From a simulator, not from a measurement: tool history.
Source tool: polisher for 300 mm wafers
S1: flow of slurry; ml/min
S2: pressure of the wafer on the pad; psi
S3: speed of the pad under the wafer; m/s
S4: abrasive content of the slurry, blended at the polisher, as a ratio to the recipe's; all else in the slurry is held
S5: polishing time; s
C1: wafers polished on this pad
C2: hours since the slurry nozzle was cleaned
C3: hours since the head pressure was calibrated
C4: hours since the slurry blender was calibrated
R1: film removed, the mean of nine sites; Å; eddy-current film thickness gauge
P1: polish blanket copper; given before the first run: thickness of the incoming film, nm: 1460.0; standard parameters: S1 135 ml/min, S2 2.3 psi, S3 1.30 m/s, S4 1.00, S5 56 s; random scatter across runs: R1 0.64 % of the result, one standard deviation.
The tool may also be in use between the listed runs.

{"run": 1, "hour": 5.5, "S1": 135, "S2": 2.3, "S3": 1.3, "S4": 1.0, "S5": 56, "C1": 319, "C2": 56.7, "C3": 150.4, "C4": 162.4, "R1": 1859.3}
{"run": 2, "hour": 14.9, "S1": 135, "S2": 1.3, "S3": 1.3, "S4": 1.0, "S5": 56, "C1": 430, "C2": 66.1, "C3": 159.8, "C4": 171.8, "R1": 1059.4}
{"run": 3, "hour": 25.7, "S1": 135, "S2": 2.3, "S3": 1.3, "S4": 1.0, "S5": 88, "C1": 558, "C2": 76.9, "C3": 170.6, "C4": 182.6, "R1": 2917.4}
{"hour": 26.1, "done": "head pressure recalibrated"}
{"run": 4, "hour": 36.3, "S1": 135, "S2": 2.3, "S3": 1.82, "S4": 1.0, "S5": 56, "C1": 683, "C2": 87.5, "C3": 10.3, "C4": 193.2, "R1": 2615.1}
{"run": 5, "hour": 44.1, "S1": 185, "S2": 2.3, "S3": 0.64, "S4": 1.0, "S5": 56, "C1": 776, "C2": 95.3, "C3": 18.1, "C4": 201.0, "R1": 964.06}
{"run": 6, "hour": 53.1, "S1": 135, "S2": 2.3, "S3": 1.3, "S4": 0.6, "S5": 56, "C1": 882, "C2": 104.3, "C3": 27.1, "C4": 210.0, "R1": 1682.4}
{"run": 7, "hour": 62.0, "S1": 210, "S2": 2.3, "S3": 1.3, "S4": 1.0, "S5": 56, "C1": 987, "C2": 113.2, "C3": 36.0, "C4": 218.9, "R1": 2026.4}
{"run": 8, "hour": 69.5, "S1": 80, "S2": 2.3, "S3": 1.3, "S4": 1.0, "S5": 56, "C1": 1076, "C2": 120.7, "C3": 43.5, "C4": 226.4, "R1": 1635.3}
{"run": 9, "hour": 76.7, "S1": 135, "S2": 2.3, "S3": 1.3, "S4": 0.55, "S5": 69, "C1": 1161, "C2": 127.9, "C3": 50.7, "C4": 233.6, "R1": 2036.2}
{"run": 10, "hour": 85.6, "S1": 135, "S2": 3.4, "S3": 1.3, "S4": 1.0, "S5": 56, "C1": 1267, "C2": 136.8, "C3": 59.6, "C4": 242.5, "R1": 2746.9}
{"run": 11, "hour": 93.1, "S1": 135, "S2": 2.3, "S3": 1.3, "S4": 1.0, "S5": 56, "C1": 1355, "C2": 144.3, "C3": 67.1, "C4": 250.0, "R1": 1875.8}
{"run": 12, "hour": 101.7, "S1": 135, "S2": 1.4, "S3": 1.3, "S4": 1.0, "S5": 42, "C1": 1457, "C2": 152.9, "C3": 75.7, "C4": 258.6, "R1": 863.54}
{"run": 13, "hour": 113.2, "S1": 135, "S2": 2.3, "S3": 1.3, "S4": 1.0, "S5": 25, "C1": 1593, "C2": 164.4, "C3": 87.2, "C4": 270.1, "R1": 829.07}
{"run": 14, "hour": 123.4, "S1": 135, "S2": 2.3, "S3": 1.3, "S4": 1.0, "S5": 56, "C1": 1714, "C2": 174.6, "C3": 97.4, "C4": 280.3, "R1": 1858.9}
{"run": 15, "hour": 131.3, "S1": 135, "S2": 2.3, "S3": 1.3, "S4": 1.0, "S5": 56, "C1": 1807, "C2": 182.5, "C3": 105.3, "C4": 288.2, "R1": 1876.6}
{"run": 16, "hour": 137.5, "S1": 135, "S2": 2.3, "S3": 1.3, "S4": 1.0, "S5": 56, "C1": 1880, "C2": 188.7, "C3": 111.5, "C4": 294.4, "R1": 1857.6}
{"run": 17, "hour": 144.5, "S1": 135, "S2": 2.3, "S3": 0.6, "S4": 1.0, "S5": 56, "C1": 1963, "C2": 195.7, "C3": 118.5, "C4": 301.4, "R1": 863.86}
{"run": 18, "hour": 155.1, "S1": 135, "S2": 2.3, "S3": 1.3, "S4": 1.45, "S5": 56, "C1": 2089, "C2": 206.3, "C3": 129.1, "C4": 312.0, "R1": 2043.8}
{"run": 19, "hour": 165.4, "S1": 135, "S2": 2.3, "S3": 1.3, "S4": 1.0, "S5": 56, "C1": 2210, "C2": 216.6, "C3": 139.4, "C4": 322.3, "R1": 1862.9}
{"run": 20, "hour": 172.2, "S1": 135, "S2": 2.3, "S3": 1.3, "S4": 1.0, "S5": 56, "C1": 2291, "C2": 223.4, "C3": 146.2, "C4": 329.1, "R1": 1886.7}
{"run": 21, "hour": 180.0, "S1": 135, "S2": 2.3, "S3": 1.3, "S4": 1.0, "S5": 56, "C1": 2383, "C2": 231.2, "C3": 154.0, "C4": 336.9, "R1": 1851.5}
{"run": 22, "hour": 190.7, "S1": 135, "S2": 2.3, "S3": 1.3, "S4": 1.0, "S5": 56, "C1": 2510, "C2": 241.9, "C3": 164.7, "C4": 347.6, "R1": 1788.0}
{"run": 23, "hour": 198.5, "S1": 135, "S2": 2.3, "S3": 1.3, "S4": 1.0, "S5": 56, "C1": 2602, "C2": 249.7, "C3": 172.5, "C4": 355.4, "R1": 1783.8}
{"hour": 205.3, "done": "slurry blender recalibrated"}
{"run": 24, "hour": 207.1, "S1": 135, "S2": 2.3, "S3": 1.3, "S4": 1.0, "S5": 56, "C1": 2704, "C2": 258.3, "C3": 181.1, "C4": 1.9, "R1": 1750.2}
{"run": 25, "hour": 217.0, "S1": 135, "S2": 2.3, "S3": 1.3, "S4": 1.0, "S5": 56, "C1": 2821, "C2": 268.2, "C3": 191.0, "C4": 11.8, "R1": 1728.6}
{"run": 26, "hour": 224.9, "S1": 135, "S2": 2.3, "S3": 1.3, "S4": 1.0, "S5": 56, "C1": 2914, "C2": 276.1, "C3": 198.9, "C4": 19.7, "R1": 1722.0}
{"hour": 225.8, "done": "head pressure recalibrated"}
{"run": 27, "hour": 233.6, "S1": 135, "S2": 2.3, "S3": 1.3, "S4": 1.0, "S5": 56, "C1": 3017, "C2": 284.8, "C3": 7.8, "C4": 28.4, "R1": 1722.9}

Expected results for the next run?
{"run": 28, "hour": 241.3, "S1": 135, "S2": 2.3, "S3": 1.3, "S4": 1.0, "S5": 56, "C1": 3108, "C2": 292.5, "C3": 15.5, "C4": 36.1, "R1": "?"}

R1: 1727.70 Å
